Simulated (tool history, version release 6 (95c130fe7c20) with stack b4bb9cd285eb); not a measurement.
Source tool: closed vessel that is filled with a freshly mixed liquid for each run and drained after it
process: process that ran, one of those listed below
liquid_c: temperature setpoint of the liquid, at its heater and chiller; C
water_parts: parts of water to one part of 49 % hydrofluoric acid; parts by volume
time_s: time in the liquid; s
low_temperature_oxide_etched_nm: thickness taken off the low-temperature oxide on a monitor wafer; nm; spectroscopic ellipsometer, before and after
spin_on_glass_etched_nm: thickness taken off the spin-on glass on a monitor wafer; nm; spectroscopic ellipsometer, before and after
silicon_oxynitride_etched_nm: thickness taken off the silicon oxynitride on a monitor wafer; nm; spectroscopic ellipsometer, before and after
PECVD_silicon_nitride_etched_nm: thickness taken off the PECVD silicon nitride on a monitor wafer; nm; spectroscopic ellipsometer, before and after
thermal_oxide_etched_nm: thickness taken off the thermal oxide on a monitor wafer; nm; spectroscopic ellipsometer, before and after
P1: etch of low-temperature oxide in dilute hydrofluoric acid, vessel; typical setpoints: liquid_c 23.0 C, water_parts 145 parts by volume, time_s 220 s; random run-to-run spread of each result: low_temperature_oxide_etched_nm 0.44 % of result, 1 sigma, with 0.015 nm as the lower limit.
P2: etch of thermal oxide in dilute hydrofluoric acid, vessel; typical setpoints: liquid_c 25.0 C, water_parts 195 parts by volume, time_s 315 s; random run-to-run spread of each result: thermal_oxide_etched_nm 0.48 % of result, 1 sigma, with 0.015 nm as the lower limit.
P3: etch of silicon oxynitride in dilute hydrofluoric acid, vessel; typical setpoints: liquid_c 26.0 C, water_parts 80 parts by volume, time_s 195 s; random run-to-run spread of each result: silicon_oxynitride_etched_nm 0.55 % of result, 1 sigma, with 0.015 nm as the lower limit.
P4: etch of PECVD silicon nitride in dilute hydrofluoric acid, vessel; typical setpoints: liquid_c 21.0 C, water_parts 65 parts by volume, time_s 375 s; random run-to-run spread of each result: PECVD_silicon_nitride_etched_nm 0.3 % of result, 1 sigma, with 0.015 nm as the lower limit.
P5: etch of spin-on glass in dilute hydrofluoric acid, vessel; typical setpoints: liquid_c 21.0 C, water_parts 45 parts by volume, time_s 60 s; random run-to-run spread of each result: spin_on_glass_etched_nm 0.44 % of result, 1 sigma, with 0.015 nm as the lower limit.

run   hour  process  liquid_c  water_parts  time_s  hours since the thermometer was replaced  hours since the hydrofluoric acid flow meter was replaced  low_temperature_oxide_etched_nm  spin_on_glass_etched_nm  silicon_oxynitride_etched_nm  PECVD_silicon_nitride_etched_nm  thermal_oxide_etched_nm
  1    7.8       P1      23.0          145     220                                     275.0                                                      469.2                          21.1190
  2   15.5       P1      23.0          260     220                                     282.7                                                      476.9                          10.3620
  3   24.7       P5      17.0           45      60                                     291.9                                                      486.1                                                    44.338
  4   32.5       P5      21.0           45      60                                     299.7                                                      493.9                                                    52.231
      34.8  -- hydrofluoric acid flow meter replaced
  5   42.1       P3      18.0           80     195                                     309.3                                                        7.3                                                                                 3.16160
  6   53.6       P5      21.0           45      60                                     320.8                                                       18.8                                                    52.393
  7   60.1       P1      23.0          145      55                                     327.3                                                       25.3                           5.2795
  8   69.1       P4      21.0           65     655                                     336.3                                                       34.3                                                                                                                  26.8390
  9   79.7       P2      25.0          195     315                                     346.9                                                       44.9                                                                                                                                            7.0013
 10   87.9       P2      20.5          195     315                                     355.1                                                       53.1                                                                                                                                            5.8450
 11   99.0       P3      26.0          120     195                                     366.2                                                       64.2                                                                                 3.01650
 12  111.9       P3      26.0           80      30                                     379.1                                                       77.1                                                                                 0.72615
 13  118.5       P1      28.5          145      30                                     385.7                                                       83.7                           3.4972
 14  127.6       P2      25.0           35     315                                     394.8                                                       92.8                                                                                                                                           47.1590
 15  134.2       P1      23.0          145     220                                     401.4                                                       99.4                          21.2690
 16  141.3       P1      23.0          145     220                                     408.5                                                      106.5                          21.1400
 17  150.5       P5      21.0           45      30                                     417.7                                                      115.7                                                    26.113
 18  158.2       P4      21.0          110     375                                     425.4                                                      123.4                                                                                                                   9.1608
 19  166.5       P2      25.0          195     165                                     433.7                                                      131.7                                                                                                                                            3.6550
 20  178.1       P4      21.0           65     375                                     445.3                                                      143.3                                                                                                                  15.3700
 21  189.6       P3      26.0           80     195                                     456.8                                                      154.8                                                                                 4.68870
 22  197.1       P1      18.0          145     220                                     464.3                                                      162.3                          17.4450
 23  209.1       P1      17.0           90     220                                     476.3                                                      174.3                          27.9880
 24  220.4       P5      21.0           75      60                                     487.6                                                      185.6                                                    30.277
 25  231.3       P1      27.5          145     320                                     498.5                                                      196.5                          36.1320
 26  238.3       P1      23.0           50     220                                     505.5                                                      203.5                          68.6590
 27  251.3       P1      29.0          145     220                                     518.5                                                      216.5                          26.3000
 28  263.8       P4      17.0           65     375                                     531.0                                                      229.0                                                                                                                  11.6380
 29  273.0       P1      23.0          145     220                                     540.2                                                      238.2                          21.1350
 30  279.1       P1      23.0          145     435                                     546.3                                                      244.3                          41.2860
 31  291.7       P1      23.0          145     220                                     558.9                                                      256.9                          20.9930
 32  302.2       P1      23.0          145     220                                     569.4                                                      267.4                          20.5440
 33  312.4       P1      23.0          145     220                                     579.6                                                      277.6                          20.1000
 34  318.5       P1      23.0          145     220                                     585.7                                                      283.7                          20.0030
 35  328.6       P1      23.0          145     220                                     595.8                                                      293.8                          19.8200
 36  340.9       P1      23.0          145     220                                     608.1                                                      306.1                          19.8350
 37  350.6       P1      23.0          145     220                                     617.8                                                      315.8                          19.5780
 38  361.8       P1      23.0          145     220                                     629.0                                                      327.0                          19.7110
 39  373.7       P1      23.0          145     220                                     640.9                                                      338.9                          19.5440
 40  379.7       P1      23.0          145     220                                     646.9                                                      344.9                          19.4750
 41  390.7       P1      23.0          145     220                                     657.9                                                      355.9                          19.5560

Compared with where it was, what P1 gives has crept away. Each cause listed below fits the log as well as the rest, at the size given for it:
A: liquid colder than its thermometer reads (K) = 1.93
B: hydrofluoric acid flow below the setpoint (%) = 6.25
At approximately hour 291.7, the process output began to creep.

Below are 4 check runs, each on a single wafer, with their results shown as question marks. Which of them would tell the listed causes apart, meaning the causes would give clearly different results under it?
check 1  401.7       P2      25.0           60     315                                                                                                                                                                                                                                                      ?
check 2  401.7       P4      21.0          105     645                                                                                                                                                                                                                             ?
check 3  401.7       P3      26.0          120      40                                                                                                                                                                                            ?
check 4  401.7       P5      21.0           75      60                                                                                                                                                              ?

If the cause were each of the candidates in turn, the checks would give the following:
  check                           result     if A     if B
check 1          thermal_oxide_etched_nm  24.5710  24.7900
check 2  PECVD_silicon_nitride_etched_nm  14.4960  15.5150
check 3     silicon_oxynitride_etched_nm  0.56492  0.57504
check 4          spin_on_glass_etched_nm   27.955   28.239
Smallest distance between any two causes, each pair judged by its most separating result, in per cent: check 1 0.89 %; check 2 6.79 %; check 3 1.77 %; check 4 1.01 %
Check 2 is the one run that separates the causes; every other check would come out nearly the same whichever cause is at work.

Then check 2 was run and gave: PECVD_silicon_nitride_etched_nm 15.5090 nm. Which cause is it?

B is the cause: hydrofluoric acid flow below the setpoint (%).
